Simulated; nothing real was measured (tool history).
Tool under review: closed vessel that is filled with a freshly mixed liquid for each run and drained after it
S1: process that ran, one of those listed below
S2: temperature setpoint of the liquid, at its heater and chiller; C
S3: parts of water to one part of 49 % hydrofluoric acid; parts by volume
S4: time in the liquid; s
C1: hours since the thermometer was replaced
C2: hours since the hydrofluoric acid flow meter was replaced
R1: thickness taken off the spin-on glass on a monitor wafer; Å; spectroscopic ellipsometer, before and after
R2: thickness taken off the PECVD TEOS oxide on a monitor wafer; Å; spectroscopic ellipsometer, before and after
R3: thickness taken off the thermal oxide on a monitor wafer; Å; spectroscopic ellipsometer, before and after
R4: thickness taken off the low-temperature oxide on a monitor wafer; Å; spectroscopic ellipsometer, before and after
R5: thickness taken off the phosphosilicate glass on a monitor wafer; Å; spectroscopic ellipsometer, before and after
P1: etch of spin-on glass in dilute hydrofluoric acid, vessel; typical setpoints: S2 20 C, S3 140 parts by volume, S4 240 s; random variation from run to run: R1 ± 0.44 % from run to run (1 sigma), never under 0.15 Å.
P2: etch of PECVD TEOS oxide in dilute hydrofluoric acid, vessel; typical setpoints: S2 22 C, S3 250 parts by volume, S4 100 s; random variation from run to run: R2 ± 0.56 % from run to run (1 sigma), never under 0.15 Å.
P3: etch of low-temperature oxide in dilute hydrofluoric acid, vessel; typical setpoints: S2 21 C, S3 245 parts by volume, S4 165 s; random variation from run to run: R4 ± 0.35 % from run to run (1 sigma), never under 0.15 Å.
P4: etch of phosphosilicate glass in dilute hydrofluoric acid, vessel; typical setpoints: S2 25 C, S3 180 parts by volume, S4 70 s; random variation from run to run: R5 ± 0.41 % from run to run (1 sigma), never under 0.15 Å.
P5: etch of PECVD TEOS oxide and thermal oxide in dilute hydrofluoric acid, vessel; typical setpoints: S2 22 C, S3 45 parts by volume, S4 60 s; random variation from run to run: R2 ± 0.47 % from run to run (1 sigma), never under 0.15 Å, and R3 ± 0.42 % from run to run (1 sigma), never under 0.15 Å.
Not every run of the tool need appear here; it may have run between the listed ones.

| run | day | S1 | S2 | S3 | S4 | C1 | C2 | R1 | R2 | R3 | R4 | R5 |
|---|---|---|---|---|---|---|---|---|---|---|---|---|
| 1 | 0.088 | P1 | 20 | 140 | 240 | 1479 | 649.7 | 510.64 |  |  |  |  |
| 2 | 0.183 | P5 | 22 | 45 | 60 | 1481.3 | 652 |  | 368.14 | 61.692 |  |  |
| 3 | 0.304 | P3 | 21 | 70 | 165 | 1484.2 | 654.9 |  |  |  | 380.19 |  |
| 4 | 0.388 | P4 | 20.5 | 180 | 70 | 1486.2 | 656.9 |  |  |  |  | 185.62 |
| 5 | 0.554 | P3 | 21 | 245 | 165 | 1490.2 | 660.9 |  |  |  | 89.866 |  |
| 6 | 0.683 | P1 | 20 | 140 | 240 | 1493.3 | 664 | 507.27 |  |  |  |  |
| 7 | 0.808 | P1 | 20 | 25 | 240 | 1496.3 | 667 | 3246.4 |  |  |  |  |
| 8 | 0.983 | P4 | 25 | 180 | 30 | 1500.5 | 671.2 |  |  |  |  | 94.55 |
| 9 | 1.062 | P1 | 20 | 140 | 240 | 1502.4 | 673.1 | 507.94 |  |  |  |  |
| 10 | 1.225 | P2 | 22 | 250 | 30 | 1506.3 | 677 |  | 22.768 |  |  |  |
| 11 | 1.346 | P1 | 20 | 140 | 240 | 1509.2 | 679.9 | 509.34 |  |  |  |  |
| 12 | 1.525 | P1 | 20 | 140 | 240 | 1513.5 | 684.2 | 512.51 |  |  |  |  |
| 13 | 1.612 | P2 | 22 | 445 | 100 | 1515.6 | 686.3 |  | 35.946 |  |  |  |
| 14 | 1.783 | P1 | 20 | 140 | 350 | 1519.7 | 690.4 | 739.68 |  |  |  |  |
| 15 | 1.888 | P1 | 20 | 40 | 335 | 1522.2 | 692.9 | 2769.7 |  |  |  |  |
| 16 | 2.071 | P5 | 27.5 | 45 | 60 | 1526.6 | 697.3 |  | 460.45 | 77.377 |  |  |
| 17 | 2.192 | P1 | 17 | 140 | 240 | 1529.5 | 700.2 | 449.39 |  |  |  |  |
| 18 | 2.367 | P5 | 22 | 20 | 60 | 1533.7 | 704.4 |  | 857.42 | 142.47 |  |  |
| 19 | 2.538 | P1 | 26 | 140 | 240 | 1537.8 | 708.5 | 639.64 |  |  |  |  |
| 20 | 2.704 | P3 | 21 | 245 | 40 | 1541.8 | 712.5 |  |  |  | 21.958 |  |
| 21 | 2.867 | P4 | 25 | 300 | 70 | 1545.7 | 716.4 |  |  |  |  | 116.06 |
| 22 | 2.958 | P4 | 25 | 180 | 70 | 1547.9 | 718.6 |  |  |  |  | 221.57 |
| 23 | 3.142 | P3 | 25 | 245 | 165 | 1552.3 | 723 |  |  |  | 104.81 |  |
| 24 | 3.308 | P1 | 20 | 255 | 240 | 1556.3 | 727 | 250.29 |  |  |  |  |
| 25 | 3.475 | P2 | 17 | 250 | 100 | 1560.3 | 731 |  | 62.911 |  |  |  |
| 26 | 3.588 | P5 | 22 | 45 | 30 | 1563 | 733.7 |  | 183.17 | 30.819 |  |  |
| 27 | 3.721 | P2 | 22 | 250 | 100 | 1566.2 | 736.9 |  | 76.266 |  |  |  |

Run 28 has not been measured yet. What should we expect?
| 28 | 3.808 | P1 | 20 | 140 | 240 | 1568.3 | 739 | ? |  |  |  |  |

R1: 507.61 Å

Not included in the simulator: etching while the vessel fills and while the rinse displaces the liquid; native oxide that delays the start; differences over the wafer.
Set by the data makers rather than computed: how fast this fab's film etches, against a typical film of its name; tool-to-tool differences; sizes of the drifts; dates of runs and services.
